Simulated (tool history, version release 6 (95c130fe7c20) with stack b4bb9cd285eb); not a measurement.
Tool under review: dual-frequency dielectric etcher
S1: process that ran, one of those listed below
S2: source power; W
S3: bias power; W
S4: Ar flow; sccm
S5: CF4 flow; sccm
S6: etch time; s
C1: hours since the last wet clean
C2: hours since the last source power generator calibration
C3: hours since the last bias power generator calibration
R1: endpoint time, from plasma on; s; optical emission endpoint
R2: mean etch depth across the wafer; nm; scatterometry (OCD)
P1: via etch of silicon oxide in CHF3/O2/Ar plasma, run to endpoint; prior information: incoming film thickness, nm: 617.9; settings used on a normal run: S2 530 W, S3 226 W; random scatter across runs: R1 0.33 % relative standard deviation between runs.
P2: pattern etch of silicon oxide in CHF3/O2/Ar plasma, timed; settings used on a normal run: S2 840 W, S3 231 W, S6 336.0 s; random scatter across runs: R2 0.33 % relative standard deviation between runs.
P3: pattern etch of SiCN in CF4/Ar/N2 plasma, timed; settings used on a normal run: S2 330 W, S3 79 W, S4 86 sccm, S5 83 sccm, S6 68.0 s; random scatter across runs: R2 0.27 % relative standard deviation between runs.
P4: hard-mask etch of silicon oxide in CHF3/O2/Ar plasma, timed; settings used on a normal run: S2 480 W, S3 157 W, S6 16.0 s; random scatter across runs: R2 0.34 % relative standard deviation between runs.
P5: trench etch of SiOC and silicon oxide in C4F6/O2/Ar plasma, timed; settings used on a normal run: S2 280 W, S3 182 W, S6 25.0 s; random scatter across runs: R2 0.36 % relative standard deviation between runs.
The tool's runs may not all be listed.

{"run": 1, "hour": 6.7, "S1": "P1", "S2": 530, "S3": 226, "C1": 139.3, "C2": 1284.6, "C3": 1166.0, "R1": 290.73}
{"run": 2, "hour": 13.4, "S1": "P3", "S2": 330, "S3": 79, "S4": 104, "S5": 83, "S6": 68.0, "C1": 146.0, "C2": 1291.3, "C3": 1172.7, "R2": 48.801}
{"run": 3, "hour": 18.7, "S1": "P1", "S2": 530, "S3": 162, "C1": 151.3, "C2": 1296.6, "C3": 1178.0, "R1": 325.87}
{"run": 4, "hour": 24.3, "S1": "P3", "S2": 330, "S3": 108, "S4": 86, "S5": 83, "S6": 68.0, "C1": 156.9, "C2": 1302.2, "C3": 1183.6, "R2": 55.827}
{"run": 5, "hour": 31.5, "S1": "P2", "S2": 840, "S3": 310, "S6": 336.0, "C1": 164.1, "C2": 1309.4, "C3": 1190.8, "R2": 906.05}
{"hour": 34.1, "done": "bias power generator calibrated"}
{"run": 6, "hour": 36.5, "S1": "P1", "S2": 530, "S3": 226, "C1": 169.1, "C2": 1314.4, "C3": 2.5, "R1": 290.29}
{"run": 7, "hour": 42.2, "S1": "P3", "S2": 330, "S3": 79, "S4": 86, "S5": 83, "S6": 84.0, "C1": 174.8, "C2": 1320.1, "C3": 8.2, "R2": 61.844}
{"run": 8, "hour": 45.6, "S1": "P4", "S2": 480, "S3": 157, "S6": 16.0, "C1": 178.2, "C2": 1323.5, "C3": 11.6, "R2": 28.377}
{"run": 9, "hour": 49.2, "S1": "P2", "S2": 1070, "S3": 231, "S6": 336.0, "C1": 181.8, "C2": 1327.1, "C3": 15.2, "R2": 889.75}
{"run": 10, "hour": 56.1, "S1": "P1", "S2": 620, "S3": 312, "C1": 188.7, "C2": 1334.0, "C3": 22.1, "R1": 243.75}
{"run": 11, "hour": 62.3, "S1": "P5", "S2": 280, "S3": 182, "S6": 25.0, "C1": 194.9, "C2": 1340.2, "C3": 28.3, "R2": 42.893}
{"run": 12, "hour": 69.0, "S1": "P4", "S2": 650, "S3": 157, "S6": 16.0, "C1": 201.6, "C2": 1346.9, "C3": 35.0, "R2": 31.943}
{"run": 13, "hour": 72.2, "S1": "P4", "S2": 480, "S3": 157, "S6": 24.0, "C1": 204.8, "C2": 1350.1, "C3": 38.2, "R2": 42.369}
{"run": 14, "hour": 76.8, "S1": "P1", "S2": 530, "S3": 226, "C1": 209.4, "C2": 1354.7, "C3": 42.8, "R1": 292.51}
{"run": 15, "hour": 82.2, "S1": "P5", "S2": 280, "S3": 182, "S6": 16.5, "C1": 214.8, "C2": 1360.1, "C3": 48.2, "R2": 28.351}
{"run": 16, "hour": 86.5, "S1": "P5", "S2": 180, "S3": 182, "S6": 25.0, "C1": 219.1, "C2": 1364.4, "C3": 52.5, "R2": 36.442}
{"run": 17, "hour": 89.8, "S1": "P1", "S2": 530, "S3": 319, "C1": 222.4, "C2": 1367.7, "C3": 55.8, "R1": 257.54}
{"run": 18, "hour": 97.0, "S1": "P2", "S2": 840, "S3": 231, "S6": 336.0, "C1": 229.6, "C2": 1374.9, "C3": 63.0, "R2": 813.51}
{"run": 19, "hour": 101.0, "S1": "P4", "S2": 480, "S3": 186, "S6": 16.0, "C1": 233.6, "C2": 1378.9, "C3": 67.0, "R2": 29.992}
{"run": 20, "hour": 107.7, "S1": "P1", "S2": 530, "S3": 226, "C1": 240.3, "C2": 1385.6, "C3": 73.7, "R1": 291.33}
{"run": 21, "hour": 113.8, "S1": "P4", "S2": 480, "S3": 157, "S6": 16.0, "C1": 246.4, "C2": 1391.7, "C3": 79.8, "R2": 28.31}
{"run": 22, "hour": 120.7, "S1": "P1", "S2": 370, "S3": 296, "C1": 253.3, "C2": 1398.6, "C3": 86.7, "R1": 301.4}
{"run": 23, "hour": 126.5, "S1": "P3", "S2": 330, "S3": 79, "S4": 86, "S5": 83, "S6": 68.0, "C1": 259.1, "C2": 1404.4, "C3": 92.5, "R2": 49.945}

Run 24 comes next. What will it give?
{"run": 24, "hour": 130.6, "S1": "P2", "S2": 840, "S3": 231, "S6": 188.5, "C1": 263.2, "C2": 1408.5, "C3": 96.6, "R2": "?"}

{"run 24": {"R2": 456.67}}
